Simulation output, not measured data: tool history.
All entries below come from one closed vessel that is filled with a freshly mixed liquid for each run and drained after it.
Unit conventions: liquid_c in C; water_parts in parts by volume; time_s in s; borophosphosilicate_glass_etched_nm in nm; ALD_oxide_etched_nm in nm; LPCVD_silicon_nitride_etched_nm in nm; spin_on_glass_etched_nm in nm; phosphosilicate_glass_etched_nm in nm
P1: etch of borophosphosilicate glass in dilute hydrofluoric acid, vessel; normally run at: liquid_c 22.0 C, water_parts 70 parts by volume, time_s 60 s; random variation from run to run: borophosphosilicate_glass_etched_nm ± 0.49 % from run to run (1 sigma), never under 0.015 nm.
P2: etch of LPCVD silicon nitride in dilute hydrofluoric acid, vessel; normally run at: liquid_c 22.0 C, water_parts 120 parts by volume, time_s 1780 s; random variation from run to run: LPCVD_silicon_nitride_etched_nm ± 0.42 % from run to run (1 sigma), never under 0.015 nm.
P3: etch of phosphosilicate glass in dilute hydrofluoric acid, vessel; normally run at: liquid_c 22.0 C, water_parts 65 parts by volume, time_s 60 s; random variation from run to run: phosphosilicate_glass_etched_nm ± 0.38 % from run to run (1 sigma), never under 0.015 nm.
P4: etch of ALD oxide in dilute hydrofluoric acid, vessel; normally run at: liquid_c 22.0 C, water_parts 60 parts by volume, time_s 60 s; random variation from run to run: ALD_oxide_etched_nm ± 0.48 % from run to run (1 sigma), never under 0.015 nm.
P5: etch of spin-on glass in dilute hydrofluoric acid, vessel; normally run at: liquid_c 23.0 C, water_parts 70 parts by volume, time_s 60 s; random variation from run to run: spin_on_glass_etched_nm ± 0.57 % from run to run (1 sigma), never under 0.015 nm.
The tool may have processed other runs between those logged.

run   hour  process  liquid_c  water_parts  time_s  hours since the thermometer was replaced  hours since the hydrofluoric acid flow meter was replaced  borophosphosilicate_glass_etched_nm  ALD_oxide_etched_nm  LPCVD_silicon_nitride_etched_nm  spin_on_glass_etched_nm  phosphosilicate_glass_etched_nm
  1    8.7       P1      22.0           70      60                                     702.0                                                     1026.7                               37.232
  2   14.8       P4      22.0           20      60                                     708.1                                                     1032.8                                                   29.2590
  3   19.0       P2      22.0          120      85                                     712.3                                                     1037.0                                                                                    0.30495
  4   24.1       P1      18.5           70      60                                     717.4                                                     1042.1                               32.069
  5   30.8       P1      22.0           70      60                                     724.1                                                     1048.8                               37.604
  6   38.3       P2      17.0          120    1780                                     731.6                                                     1056.3                                                                                    4.66920
  7   46.6       P1      22.0           70      60                                     739.9                                                     1064.6                               37.589
  8   54.0       P1      22.0           70      60                                     747.3                                                     1072.0                               37.152
  9   59.2       P1      27.5           70      30                                     752.5                                                     1077.2                               23.335
 10   65.8       P5      23.0           20      60                                     759.1                                                     1083.8                                                                                                             116.170
 11   73.1       P1      22.0           70      60                                     766.4                                                     1091.1                               37.338
 12   77.4       P1      28.0           70      60                                     770.7                                                     1095.4                               47.818
 13   86.3       P1      22.0           70      30                                     779.6                                                     1104.3                               18.786
 14   94.3       P2      22.0          120    1780                                     787.6                                                     1112.3                                                                                    6.51100
 15  103.3       P1      22.0           70     100                                     796.6                                                     1121.3                               62.614
 16  112.3       P5      23.0           70      60                                     805.6                                                     1130.3                                                                                                              31.146
 17  117.0       P1      22.0           20      60                                     810.3                                                     1135.0                              140.120
 18  122.5       P3      22.0          115      60                                     815.8                                                     1140.5                                                                                                                                               53.867
 19  129.2       P4      28.5           60      60                                     822.5                                                     1147.2                                                   12.1260
     136.2  -- hydrofluoric acid flow meter replaced
 20  137.9       P5      23.0           70      60                                     831.2                                                        1.7                                                                                                              31.132
 21  143.5       P5      30.0           70      60                                     836.8                                                        7.3                                                                                                              41.159
 22  150.2       P3      22.0           65      60                                     843.5                                                       14.0                                                                                                                                              101.460
 23  157.3       P1      22.0           70      60                                     850.6                                                       21.1                               37.570
 24  163.3       P3      22.0           65     110                                     856.6                                                       27.1                                                                                                                                              184.550
 25  167.5       P4      22.0           60      95                                     860.8                                                       31.3                                                   14.8600
     169.1  -- thermometer replaced
 26  175.1       P3      22.0           65      60                                       6.1                                                       38.9                                                                                                                                              101.990
 27  182.2       P5      23.0           70      30                                      13.2                                                       46.0                                                                                                              15.524
 28  187.9       P2      22.0          185    1780                                      18.9                                                       51.7                                                                                    4.27580
 29  195.5       P3      26.0           65      60                                      26.5                                                       59.3                                                                                                                                              119.680
 30  203.3       P2      22.0          120    1780                                      34.3                                                       67.1                                                                                    6.58130
 31  209.5       P1      22.0          125      60                                      40.5                                                       73.3                               19.589
 32  215.8       P4      22.0           60      60                                      46.8                                                       79.6                                                    9.4339
 33  221.1       P1      22.0           70      60                                      52.1                                                       84.9                               37.194
 34  230.0       P1      22.0           70      60                                      61.0                                                       93.8                               39.734
 35  236.6       P1      22.0           70      60                                      67.6                                                      100.4                               40.406
 36  241.2       P1      22.0           70      60                                      72.2                                                      105.0                               40.980
 37  247.4       P1      22.0           70      60                                      78.4                                                      111.2                               40.658
 38  254.0       P1      22.0           70      60                                      85.0                                                      117.8                               41.008
 39  259.5       P1      22.0           70      60                                      90.5                                                      123.3                               40.797
 40  266.9       P1      22.0           70      60                                      97.9                                                      130.7                               40.754

P1 no longer gives what it gave before; its output has crept away from where it was. The following 2 causes, each at its listed size, fit the log equally well:
A: liquid hotter than its thermometer reads (K) = 2.22
B: hydrofluoric acid flow above the setpoint (%) = 8.7
The gradual shift began around hour 221.1.

Which of the 4 check runs listed below separates the causes, so that each cause would produce a clearly different result? Each run uses one wafer, and its results are marked with question marks.
check 1  274.3       P5      23.0           70      60                                                                                                                                                                                                                        ?
check 2  274.3       P3      22.0           65      60                                                                                                                                                                                                                                                         ?
check 3  274.3       P4      22.0           60      60                                                                                                                                                              ?
check 4  274.3       P2      22.0          120    1780                                                                                                                                                                                               ?

Check results expected under each cause:
  check                           result     if A     if B
check 1          spin_on_glass_etched_nm   34.044   34.064
check 2  phosphosilicate_glass_etched_nm  111.270  111.150
check 3              ALD_oxide_etched_nm  10.2480  10.2280
check 4  LPCVD_silicon_nitride_etched_nm  7.57210  7.10080
Minimum pairwise separation of causes per check, each pair taken at its best-separating result: check 1 0.06 %; check 2 0.11 %; check 3 0.19 %; check 4 6.43 %
The other checks would show nearly matching results whichever cause is true, so check 4 is the only one that separates the causes.

Here is what check 4 returned: LPCVD_silicon_nitride_etched_nm 7.54930 nm. Which cause is it?

The correct cause is A, namely: liquid hotter than its thermometer reads (K).

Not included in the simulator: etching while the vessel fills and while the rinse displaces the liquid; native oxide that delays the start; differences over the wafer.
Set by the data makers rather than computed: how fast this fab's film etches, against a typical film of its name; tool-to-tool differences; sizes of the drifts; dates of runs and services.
